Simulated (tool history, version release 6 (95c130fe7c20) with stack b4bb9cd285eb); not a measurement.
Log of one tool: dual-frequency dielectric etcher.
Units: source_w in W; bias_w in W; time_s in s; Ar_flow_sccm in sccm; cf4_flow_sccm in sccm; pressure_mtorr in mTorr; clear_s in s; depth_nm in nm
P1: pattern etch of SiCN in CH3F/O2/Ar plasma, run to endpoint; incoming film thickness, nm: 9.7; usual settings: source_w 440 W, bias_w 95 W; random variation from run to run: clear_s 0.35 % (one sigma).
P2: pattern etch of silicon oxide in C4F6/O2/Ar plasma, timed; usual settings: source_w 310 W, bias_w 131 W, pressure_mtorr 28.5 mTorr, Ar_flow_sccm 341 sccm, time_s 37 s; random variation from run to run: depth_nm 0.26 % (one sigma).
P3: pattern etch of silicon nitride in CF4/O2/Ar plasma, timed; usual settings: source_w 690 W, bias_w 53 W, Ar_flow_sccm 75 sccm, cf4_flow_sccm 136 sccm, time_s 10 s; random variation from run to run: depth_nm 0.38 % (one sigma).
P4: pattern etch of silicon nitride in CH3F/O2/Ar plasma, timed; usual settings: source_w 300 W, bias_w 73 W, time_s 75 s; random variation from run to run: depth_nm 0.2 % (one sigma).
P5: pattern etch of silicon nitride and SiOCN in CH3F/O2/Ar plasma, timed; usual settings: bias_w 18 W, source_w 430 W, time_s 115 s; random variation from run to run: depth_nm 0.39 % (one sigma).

| run | hour | process | source_w | bias_w | time_s | Ar_flow_sccm | cf4_flow_sccm | pressure_mtorr | hours since the last wet clean | hours since the last source power generator calibration | hours since the last bias power generator calibration | clear_s | depth_nm |
|---|---|---|---|---|---|---|---|---|---|---|---|---|---|
| 1 | 9.7 | P1 | 440 | 95 |  |  |  |  | 141 | 881 | 1651.7 | 22.865 |  |
| 2 | 18.4 | P4 | 300 | 73 | 75 |  |  |  | 149.7 | 889.7 | 1660.4 |  | 47.705 |
| 3 | 34.5 | P5 | 430 | 18 | 115 |  |  |  | 165.8 | 905.8 | 1676.5 |  | 14.25 |
| 4 | 53.2 | P1 | 440 | 64 |  |  |  |  | 184.5 | 924.5 | 1695.2 | 26.511 |  |
| 5 | 66 | P1 | 610 | 95 |  |  |  |  | 197.3 | 937.3 | 1708 | 20.304 |  |
| 6 | 81.9 | P3 | 690 | 53 | 13 | 75 | 136 |  | 213.2 | 953.2 | 1723.9 |  | 36.593 |
| 7 | 98 | P5 | 430 | 14 | 115 |  |  |  | 229.3 | 969.3 | 1740 |  | 12.927 |
| 8 | 116.5 | P2 | 190 | 131 | 37 | 341 |  | 28.5 | 247.8 | 987.8 | 1758.5 |  | 78.753 |
| 9 | 125.8 | P1 | 440 | 95 |  |  |  |  | 257.1 | 997.1 | 1767.8 | 22.921 |  |
| 10 | 137.2 | P3 | 690 | 53 | 10 | 75 | 111 |  | 268.5 | 1008.5 | 1779.2 |  | 27.363 |
|  | 144.9 | bias power generator calibrated |
| 11 | 151.6 | P5 | 300 | 18 | 115 |  |  |  | 282.9 | 1022.9 | 6.8 |  | 12.687 |
| 12 | 170.6 | P3 | 870 | 53 | 10 | 75 | 136 |  | 301.9 | 1041.9 | 25.8 |  | 34.31 |
| 13 | 187.9 | P2 | 310 | 131 | 37 | 341 |  | 35.5 | 319.2 | 1059.2 | 43.1 |  | 92.769 |
| 14 | 197.3 | P5 | 430 | 18 | 171 |  |  |  | 328.6 | 1068.6 | 52.5 |  | 21.345 |
| 15 | 206.6 | P4 | 300 | 73 | 45 |  |  |  | 337.9 | 1077.9 | 61.8 |  | 28.619 |
| 16 | 222 | P4 | 300 | 103 | 75 |  |  |  | 353.3 | 1093.3 | 77.2 |  | 53.956 |
| 17 | 230.9 | P1 | 600 | 122 |  |  |  |  | 362.2 | 1102.2 | 86.1 | 18.625 |  |
| 18 | 239.9 | P2 | 310 | 160 | 37 | 341 |  | 28.5 | 371.2 | 1111.2 | 95.1 |  | 100.69 |
| 19 | 248.4 | P2 | 310 | 131 | 37 | 476 |  | 28.5 | 379.7 | 1119.7 | 103.6 |  | 92.024 |
| 20 | 266.4 | P1 | 440 | 95 |  |  |  |  | 397.7 | 1137.7 | 121.6 | 23.062 |  |
| 21 | 282.3 | P1 | 440 | 95 |  |  |  |  | 413.6 | 1153.6 | 137.5 | 22.808 |  |
| 22 | 291.6 | P2 | 310 | 131 | 51.5 | 341 |  | 28.5 | 422.9 | 1162.9 | 146.8 |  | 132.86 |
| 23 | 309.7 | P3 | 690 | 53 | 10 | 75 | 136 |  | 441 | 1181 | 164.9 |  | 27.967 |
| 24 | 328.7 | P1 | 440 | 133 |  |  |  |  | 460 | 1200 | 183.9 | 20.193 |  |
| 25 | 338 | P3 | 690 | 53 | 10 | 106 | 136 |  | 469.3 | 1209.3 | 193.2 |  | 27.064 |
| 26 | 347.2 | P1 | 440 | 95 |  |  |  |  | 478.5 | 1218.5 | 202.4 | 22.868 |  |
| 27 | 361.1 | P3 | 690 | 66 | 10 | 75 | 136 |  | 492.4 | 1232.4 | 216.3 |  | 30.351 |
| 28 | 370.2 | P4 | 200 | 73 | 75 |  |  |  | 501.5 | 1241.5 | 225.4 |  | 41.06 |
| 29 | 389.1 | P2 | 310 | 131 | 37 | 341 |  | 28.5 | 520.4 | 1260.4 | 244.3 |  | 95.524 |
| 30 | 399.4 | P1 | 290 | 95 |  |  |  |  | 530.7 | 1270.7 | 254.6 | 26.974 |  |
| 31 | 416.5 | P1 | 440 | 95 |  |  |  |  | 547.8 | 1287.8 | 271.7 | 22.954 |  |
| 32 | 434.1 | P1 | 440 | 95 |  |  |  |  | 565.4 | 1305.4 | 289.3 | 23.121 |  |
| 33 | 444.3 | P1 | 440 | 95 |  |  |  |  | 575.6 | 1315.6 | 299.5 | 23.337 |  |
| 34 | 454.9 | P1 | 440 | 95 |  |  |  |  | 586.2 | 1326.2 | 310.1 | 23.229 |  |
| 35 | 467.3 | P1 | 440 | 95 |  |  |  |  | 598.6 | 1338.6 | 322.5 | 23.266 |  |
|  | 483.2 | wet clean of the chamber |
| 36 | 484.4 | P1 | 440 | 95 |  |  |  |  | 1.2 | 1355.7 | 339.6 | 23.31 |  |
| 37 | 499 | P1 | 440 | 95 |  |  |  |  | 15.8 | 1370.3 | 354.2 | 23.394 |  |
| 38 | 516.3 | P1 | 440 | 95 |  |  |  |  | 33.1 | 1387.6 | 371.5 | 23.361 |  |
| 39 | 527 | P1 | 440 | 95 |  |  |  |  | 43.8 | 1398.3 | 382.2 | 23.352 |  |

What P1 gives has crept away from where it was. These 2 causes fit the log equally well, each at the size given:
A: source power that arrives under what is set, % = 4.62
B: bias power that arrives under what is set, % = 4.63
The creep began at about hour 416.5.
Why every other cause is out:
chamber walls in a state that lowers the etch rate, %: serviced at hour 483.2, which brought nothing back

4 check runs are offered, each on 2 wafers whose results are averaged, their results left as question marks. Which one tells the causes apart?
| check 1 | 537.7 | P2 | 210 | 131 | 37 | 432 |  | 28.5 |  |  |  |  | ? |
| check 2 | 537.7 | P5 | 310 | 18 | 159 |  |  |  |  |  |  |  | ? |
| check 3 | 537.7 | P4 | 300 | 102 | 52.5 |  |  |  |  |  |  |  | ? |
| check 4 | 537.7 | P3 | 690 | 65 | 10 | 75 | 136 |  |  |  |  |  | ? |

What each check would give under each cause:
| check | result | if A | if B |
|---|---|---|---|
| check 1 | depth_nm | 78.238 | 78.546 |
| check 2 | depth_nm | 17.37 | 17.302 |
| check 3 | depth_nm | 37.033 | 37.024 |
| check 4 | depth_nm | 28.827 | 29.537 |
How far apart the two closest causes lie, in the result that separates them most: check 1 0.39 %; check 2 0.39 %; check 3 0.02 %; check 4 2.43 %
Only check 4 tells the causes apart: in the others they would give nearly the same result.

Then check 4 was run and gave: depth_nm 28.767 nm. Which cause is it?

It is A: source power that arrives under what is set, %.
